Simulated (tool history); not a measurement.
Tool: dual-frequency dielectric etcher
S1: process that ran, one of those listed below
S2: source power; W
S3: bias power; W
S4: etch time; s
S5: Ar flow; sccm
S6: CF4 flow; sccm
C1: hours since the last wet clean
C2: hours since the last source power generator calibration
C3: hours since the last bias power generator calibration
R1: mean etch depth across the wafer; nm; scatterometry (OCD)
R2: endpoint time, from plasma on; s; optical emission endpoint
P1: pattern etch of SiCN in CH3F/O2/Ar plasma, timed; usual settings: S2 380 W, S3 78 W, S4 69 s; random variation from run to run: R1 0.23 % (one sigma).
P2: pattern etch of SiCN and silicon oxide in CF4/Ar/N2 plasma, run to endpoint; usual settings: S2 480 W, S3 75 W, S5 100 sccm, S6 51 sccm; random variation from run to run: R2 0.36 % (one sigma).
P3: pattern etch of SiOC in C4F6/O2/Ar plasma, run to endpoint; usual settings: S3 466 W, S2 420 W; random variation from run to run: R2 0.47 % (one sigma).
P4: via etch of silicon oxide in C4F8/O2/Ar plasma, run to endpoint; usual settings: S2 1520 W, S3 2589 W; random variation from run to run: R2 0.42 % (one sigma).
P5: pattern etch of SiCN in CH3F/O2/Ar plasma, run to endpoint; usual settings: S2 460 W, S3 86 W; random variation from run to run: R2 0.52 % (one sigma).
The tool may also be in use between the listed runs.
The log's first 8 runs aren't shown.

| run | hour | S1 | S2 | S3 | S4 | S5 | S6 | C1 | C2 | C3 | R1 | R2 |
|---|---|---|---|---|---|---|---|---|---|---|---|---|
| 9 | 81.8 | P1 | 240 | 78 | 69 |  |  | 400.6 | 1457.8 | 834.3 | 21.72 |  |
| 10 | 89 | P2 | 480 | 75 |  | 72 | 51 | 407.8 | 1465 | 841.5 |  | 15.348 |
| 11 | 99.8 | P2 | 480 | 75 |  | 100 | 67 | 418.6 | 1475.8 | 852.3 |  | 15.491 |
| 12 | 111.3 | P1 | 380 | 78 | 69 |  |  | 430.1 | 1487.3 | 863.8 | 25.674 |  |
| 13 | 121 | P3 | 580 | 466 |  |  |  | 439.8 | 1497 | 873.5 |  | 13.456 |
| 14 | 129.6 | P1 | 380 | 78 | 101 |  |  | 448.4 | 1505.6 | 882.1 | 37.628 |  |
| 15 | 137.7 | P3 | 420 | 466 |  |  |  | 456.5 | 1513.7 | 890.2 |  | 15.201 |
| 16 | 146 | P5 | 460 | 86 |  |  |  | 464.8 | 1522 | 898.5 |  | 19.529 |
| 17 | 153 | P1 | 380 | 78 | 69 |  |  | 471.8 | 1529 | 905.5 | 25.731 |  |
| 18 | 159.8 | P1 | 380 | 59 | 69 |  |  | 478.6 | 1535.8 | 912.3 | 23.165 |  |
| 19 | 166.8 | P1 | 380 | 78 | 69 |  |  | 485.6 | 1542.8 | 919.3 | 25.672 |  |
| 20 | 176.5 | P4 | 1520 | 2589 |  |  |  | 495.3 | 1552.5 | 929 |  | 277.78 |
| 21 | 185.6 | P5 | 460 | 119 |  |  |  | 504.4 | 1561.6 | 938.1 |  | 17.218 |
| 22 | 197 | P1 | 500 | 95 | 69 |  |  | 515.8 | 1573 | 949.5 | 30.521 |  |
| 23 | 211.5 | P1 | 380 | 78 | 69 |  |  | 530.3 | 1587.5 | 964 | 25.674 |  |
| 24 | 226 | P2 | 480 | 75 |  | 100 | 51 | 544.8 | 1602 | 978.5 |  | 16.19 |
| 25 | 236.1 | P1 | 380 | 46 | 49.5 |  |  | 554.9 | 1612.1 | 988.6 | 15.347 |  |
| 26 | 250.1 | P3 | 420 | 466 |  |  |  | 568.9 | 1626.1 | 1002.6 |  | 15.228 |
| 27 | 260.3 | P3 | 420 | 639 |  |  |  | 579.1 | 1636.3 | 1012.8 |  | 13.546 |
| 28 | 267.1 | P4 | 1520 | 3544 |  |  |  | 585.9 | 1643.1 | 1019.6 |  | 251.81 |
| 29 | 280.3 | P2 | 670 | 75 |  | 100 | 51 | 599.1 | 1656.3 | 1032.8 |  | 12.057 |
| 30 | 289.1 | P1 | 380 | 78 | 69 |  |  | 607.9 | 1665.1 | 1041.6 | 25.736 |  |
| 31 | 301 | P1 | 380 | 78 | 69 |  |  | 619.8 | 1677 | 1053.5 | 25.503 |  |

Run 32 comes next. What will it give?
| 32 | 313.4 | P1 | 380 | 78 | 69 |  |  | 632.2 | 1689.4 | 1065.9 | ? |  |

Run 32 gave R1 25.335 nm.
